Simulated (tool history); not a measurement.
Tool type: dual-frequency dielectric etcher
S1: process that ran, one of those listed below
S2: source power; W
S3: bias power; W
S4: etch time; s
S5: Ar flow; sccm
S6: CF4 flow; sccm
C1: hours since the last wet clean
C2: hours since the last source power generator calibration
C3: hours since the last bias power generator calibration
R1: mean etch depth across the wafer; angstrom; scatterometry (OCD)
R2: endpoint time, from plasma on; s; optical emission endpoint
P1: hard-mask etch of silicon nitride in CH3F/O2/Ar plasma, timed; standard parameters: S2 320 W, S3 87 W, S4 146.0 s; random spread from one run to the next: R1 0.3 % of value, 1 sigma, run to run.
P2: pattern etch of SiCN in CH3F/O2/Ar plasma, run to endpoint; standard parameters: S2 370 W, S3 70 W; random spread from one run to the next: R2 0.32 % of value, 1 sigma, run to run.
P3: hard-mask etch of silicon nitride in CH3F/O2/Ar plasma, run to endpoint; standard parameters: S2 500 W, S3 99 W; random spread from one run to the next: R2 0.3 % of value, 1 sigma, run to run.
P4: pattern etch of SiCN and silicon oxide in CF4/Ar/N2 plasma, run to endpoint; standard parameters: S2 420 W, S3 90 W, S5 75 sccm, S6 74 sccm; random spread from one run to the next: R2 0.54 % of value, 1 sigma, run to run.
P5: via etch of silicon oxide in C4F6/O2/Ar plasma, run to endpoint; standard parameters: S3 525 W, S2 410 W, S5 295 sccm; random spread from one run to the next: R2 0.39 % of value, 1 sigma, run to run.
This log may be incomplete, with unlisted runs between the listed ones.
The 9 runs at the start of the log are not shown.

run 10 hour=70.7 | S1=P1 S2=320 S3=87 S4=146.0 | C1=484.8 C2=1224.9 C3=1580.0 | R1=1013.60
run 11 hour=76.6 | S1=P1 S2=320 S3=87 S4=80.5 | C1=490.7 C2=1230.8 C3=1585.9 | R1=557.97
run 12 hour=83.8 | S1=P5 S2=310 S3=525 S5=295 | C1=497.9 C2=1238.0 C3=1593.1 | R2=29.972
run 13 hour=88.7 | S1=P4 S2=420 S3=90 S5=75 S6=49 | C1=502.8 C2=1242.9 C3=1598.0 | R2=13.162
run 14 hour=96.8 | S1=P3 S2=500 S3=58 | C1=510.9 C2=1251.0 C3=1606.1 | R2=73.849
-- hour=101.8 wet clean of the chamber
run 15 hour=102.6 | S1=P2 S2=370 S3=70 | C1=0.8 C2=1256.8 C3=1611.9 | R2=32.095
run 16 hour=110.6 | S1=P1 S2=320 S3=113 S4=146.0 | C1=8.8 C2=1264.8 C3=1619.9 | R1=1118.50
run 17 hour=120.0 | S1=P3 S2=600 S3=99 | C1=18.2 C2=1274.2 C3=1629.3 | R2=57.414
run 18 hour=126.5 | S1=P1 S2=320 S3=87 S4=146.0 | C1=24.7 C2=1280.7 C3=1635.8 | R1=1012.00
run 19 hour=134.8 | S1=P5 S2=410 S3=525 S5=203 | C1=33.0 C2=1289.0 C3=1644.1 | R2=26.159
run 20 hour=145.4 | S1=P5 S2=410 S3=417 S5=295 | C1=43.6 C2=1299.6 C3=1654.7 | R2=29.504
-- hour=152.2 source power generator calibrated
run 21 hour=155.2 | S1=P4 S2=340 S3=90 S5=75 S6=74 | C1=53.4 C2=3.0 C3=1664.5 | R2=15.083
run 22 hour=164.1 | S1=P4 S2=420 S3=90 S5=75 S6=74 | C1=62.3 C2=11.9 C3=1673.4 | R2=12.444
run 23 hour=172.1 | S1=P1 S2=320 S3=60 S4=146.0 | C1=70.3 C2=19.9 C3=1681.4 | R1=887.20
run 24 hour=181.6 | S1=P3 S2=500 S3=99 | C1=79.8 C2=29.4 C3=1690.9 | R2=61.494
run 25 hour=190.6 | S1=P2 S2=500 S3=70 | C1=88.8 C2=38.4 C3=1699.9 | R2=28.644
run 26 hour=197.5 | S1=P2 S2=370 S3=70 | C1=95.7 C2=45.3 C3=1706.8 | R2=32.173

Run 27 is up next; what results do you expect?
run 27 hour=204.6 | S1=P4 S2=420 S3=117 S5=75 S6=74 | C1=102.8 C2=52.4 C3=1713.9 | R2=?

R2: 11.379 s
